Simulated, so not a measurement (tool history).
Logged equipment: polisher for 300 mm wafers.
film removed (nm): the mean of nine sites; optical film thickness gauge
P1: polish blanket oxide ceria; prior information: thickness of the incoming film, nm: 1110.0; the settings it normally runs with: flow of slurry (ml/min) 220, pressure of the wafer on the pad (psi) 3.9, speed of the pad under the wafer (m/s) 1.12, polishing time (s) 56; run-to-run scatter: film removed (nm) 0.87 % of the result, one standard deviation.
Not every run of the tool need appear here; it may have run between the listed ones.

run  hour  flow of slurry (ml/min)  pressure of the wafer on the pad (psi)  speed of the pad under the wafer (m/s)  polishing time (s)  wafers polished on this pad  hours since the slurry nozzle was cleaned  hours since the head pressure was calibrated  film removed (nm)
  1   4.1                      220                                     3.9                                    1.12                  56                          627                                      288.3                                         837.4             413.59
  2  10.0                      220                                     1.9                                    1.12                  56                          667                                      294.2                                         843.3             199.12
  3  15.1                      295                                     3.9                                    0.58                  56                          701                                      299.3                                         848.4             217.86
  4  18.9                      130                                     3.9                                    1.12                  56                          727                                      303.1                                         852.2             373.80
  5  23.2                      220                                     3.9                                    1.12                  56                          756                                      307.4                                         856.5             407.25
  6  26.9                      220                                     3.9                                    1.12                  56                          782                                      311.1                                         860.2             412.92
  7  31.9                      220                                     3.9                                    1.12                  36                          816                                      316.1                                         865.2             261.76
  8  35.8                      220                                     3.9                                    1.12                  89                          842                                      320.0                                         869.1             648.57
  9  39.7                      340                                     3.9                                    1.12                  56                          869                                      323.9                                         873.0             432.46
 10  44.9                      220                                     6.1                                    1.12                  56                          904                                      329.1                                         878.2             642.74
 11  49.7                      220                                     3.9                                    1.68                  56                          937                                      333.9                                         883.0             615.68
 12  55.7                      220                                     3.9                                    1.50                  31                          977                                      339.9                                         889.0             305.18
 13  62.3                      220                                     3.9                                    1.12                  56                         1022                                      346.5                                         895.6             409.29
 14  67.1                      220                                     3.9                                    0.80                  56                         1055                                      351.3                                         900.4             292.08
     67.4  -- head pressure recalibrated
 15  71.5                      220                                     3.9                                    1.12                  56                         1085                                      355.7                                           4.2             409.57
 16  74.9                      220                                     3.9                                    1.12                  56                         1108                                      359.1                                           7.6             406.30

For run 17, what comes out?
 17  81.5                      220                                     3.9                                    1.12                  56                         1153                                      365.7                                          14.2                  ?

Run 17 produced film removed (nm) 411.73.

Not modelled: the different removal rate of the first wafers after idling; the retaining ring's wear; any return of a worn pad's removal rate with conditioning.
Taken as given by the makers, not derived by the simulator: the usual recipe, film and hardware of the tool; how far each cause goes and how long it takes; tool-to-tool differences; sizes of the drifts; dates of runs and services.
